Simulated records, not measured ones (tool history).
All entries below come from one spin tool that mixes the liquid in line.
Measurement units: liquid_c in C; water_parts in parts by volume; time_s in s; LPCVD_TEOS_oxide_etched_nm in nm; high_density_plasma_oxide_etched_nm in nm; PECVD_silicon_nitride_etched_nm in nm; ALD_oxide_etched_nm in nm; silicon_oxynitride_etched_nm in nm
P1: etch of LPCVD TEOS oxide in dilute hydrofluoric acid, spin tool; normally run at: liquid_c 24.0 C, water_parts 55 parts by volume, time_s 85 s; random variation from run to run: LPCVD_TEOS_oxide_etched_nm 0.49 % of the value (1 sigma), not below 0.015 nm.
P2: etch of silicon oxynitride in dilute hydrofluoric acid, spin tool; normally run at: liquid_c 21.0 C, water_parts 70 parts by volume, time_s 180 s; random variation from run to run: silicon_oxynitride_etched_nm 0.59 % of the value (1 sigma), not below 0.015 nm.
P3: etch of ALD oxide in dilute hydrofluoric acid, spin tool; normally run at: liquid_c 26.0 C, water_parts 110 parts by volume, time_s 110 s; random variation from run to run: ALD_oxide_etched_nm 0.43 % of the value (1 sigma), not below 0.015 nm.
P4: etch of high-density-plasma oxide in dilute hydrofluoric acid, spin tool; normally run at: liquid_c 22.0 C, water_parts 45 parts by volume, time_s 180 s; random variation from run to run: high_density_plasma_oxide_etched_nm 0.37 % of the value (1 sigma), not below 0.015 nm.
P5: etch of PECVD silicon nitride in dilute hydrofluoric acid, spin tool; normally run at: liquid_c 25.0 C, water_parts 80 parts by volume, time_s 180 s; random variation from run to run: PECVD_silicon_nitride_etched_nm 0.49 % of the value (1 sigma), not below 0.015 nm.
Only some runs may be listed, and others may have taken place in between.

run,hour,process,liquid_c,water_parts,time_s,hours since the thermometer was replaced,hours since the hydrofluoric acid flow meter was replaced,LPCVD_TEOS_oxide_etched_nm,high_density_plasma_oxide_etched_nm,PECVD_silicon_nitride_etched_nm,ALD_oxide_etched_nm,silicon_oxynitride_etched_nm
1,4.8,P1,24.0,55,85,151.3,376.9,42.692,,,,
2,10.6,P4,27.5,45,180,157.1,382.7,,25.745,,,
3,15.3,P1,24.0,20,85,161.8,387.4,123.180,,,,
4,23.1,P5,25.0,80,320,169.6,395.2,,,24.085,,
5,30.1,P4,22.0,45,355,176.6,402.2,,40.487,,,
6,37.4,P3,26.0,110,110,183.9,409.5,,,,19.893,
7,41.7,P1,24.0,55,40,188.2,413.8,20.006,,,,
8,49.6,P5,25.0,80,180,196.1,421.7,,,13.551,,
9,57.4,P2,21.0,70,350,203.9,429.5,,,,,7.7856
10,62.7,P5,25.0,20,180,209.2,434.8,,,52.237,,
11,69.3,P2,21.0,70,180,215.8,441.4,,,,,4.0240
12,77.7,P1,24.0,80,50,224.2,449.8,16.655,,,,
13,83.8,P1,24.0,95,85,230.3,455.9,23.254,,,,
14,91.4,P3,29.5,110,110,237.9,463.5,,,,22.852,
15,100.0,P2,21.0,20,180,246.5,472.1,,,,,14.3660
16,104.2,P1,24.0,55,85,250.7,476.3,42.705,,,,
17,112.2,P5,25.0,80,180,258.7,484.3,,,13.630,,
18,116.9,P3,26.0,110,195,263.4,489.0,,,,35.456,
19,124.3,P1,29.5,55,35,270.8,496.4,21.824,,,,
20,129.2,P1,24.0,55,85,275.7,501.3,42.618,,,,
21,133.1,P4,22.0,75,180,279.6,505.2,,11.825,,,
22,139.3,P1,30.5,55,85,285.8,511.4,54.981,,,,
23,144.6,P5,20.5,80,180,291.1,516.7,,,10.083,,
24,149.8,P3,26.0,55,110,296.3,521.9,,,,42.887,
25,155.7,P1,24.0,55,145,302.2,527.8,73.334,,,,
26,163.8,P4,22.0,45,180,310.3,535.9,,20.703,,,
27,172.5,P1,24.0,55,85,319.0,544.6,42.510,,,,
28,177.9,P1,24.0,55,85,324.4,550.0,42.857,,,,
29,186.4,P1,24.0,55,85,332.9,558.5,42.765,,,,
30,192.7,P2,29.0,70,180,339.2,564.8,,,,,5.8871
31,198.8,P3,26.0,110,110,345.3,570.9,,,,20.187,
32,204.4,P1,24.0,55,85,350.9,576.5,42.789,,,,
33,212.3,P1,29.0,25,85,358.8,584.4,121.000,,,,
34,216.4,P1,18.0,55,85,362.9,588.5,32.864,,,,
35,222.7,P1,24.0,55,85,369.2,594.8,42.695,,,,
36,231.4,P1,24.0,55,85,377.9,603.5,41.098,,,,
37,235.4,P1,24.0,55,85,381.9,607.5,40.643,,,,
38,243.2,P1,24.0,55,85,389.7,615.3,40.194,,,,
39,247.8,P1,24.0,55,85,394.3,619.9,39.827,,,,
40,254.9,P1,24.0,55,85,401.4,627.0,39.593,,,,
41,261.8,P1,24.0,55,85,408.3,633.9,39.322,,,,
42,269.2,P1,24.0,55,85,415.7,641.3,39.008,,,,
43,276.6,P1,24.0,55,85,423.1,648.7,39.125,,,,
44,280.7,P1,24.0,55,85,427.2,652.8,39.090,,,,

P1 has crept away from where it was. The log is fitted equally well by each of these 2 causes, at the sizes shown:
A: hydrofluoric acid flow below the setpoint (%) = 7.49
B: liquid colder than its thermometer reads (K) = 2.03
At approximately hour 222.7, the process output began to creep.

Consider the 4 single-wafer check runs listed below, results given as question marks: which one distinguishes between the causes by giving clearly different results for each?
check 1,284.8,P2,26.0,70,275,,,,,,,?
check 2,284.8,P4,22.0,70,350,,,,?,,,
check 3,284.8,P3,26.0,110,170,,,,,,?,
check 4,284.8,P5,25.0,55,305,,,,,?,,

Predicted outcomes, by check and by cause:
check,result,if A,if B
check 1,silicon_oxynitride_etched_nm,7.1810,7.0818
check 2,high_density_plasma_oxide_etched_nm,22.841,22.852
check 3,ALD_oxide_etched_nm,28.221,28.505
check 4,PECVD_silicon_nitride_etched_nm,30.781,28.985
Distance between the nearest two causes, measured in the result of the check that separates them most: check 1 1.39 %; check 2 0.05 %; check 3 1 %; check 4 6.01 %
Only check 4 tells the causes apart: in the others they would give nearly the same result.

Check 4 was then run and gave: PECVD_silicon_nitride_etched_nm 29.028 nm. Which cause is it?

It is B: liquid colder than its thermometer reads (K).
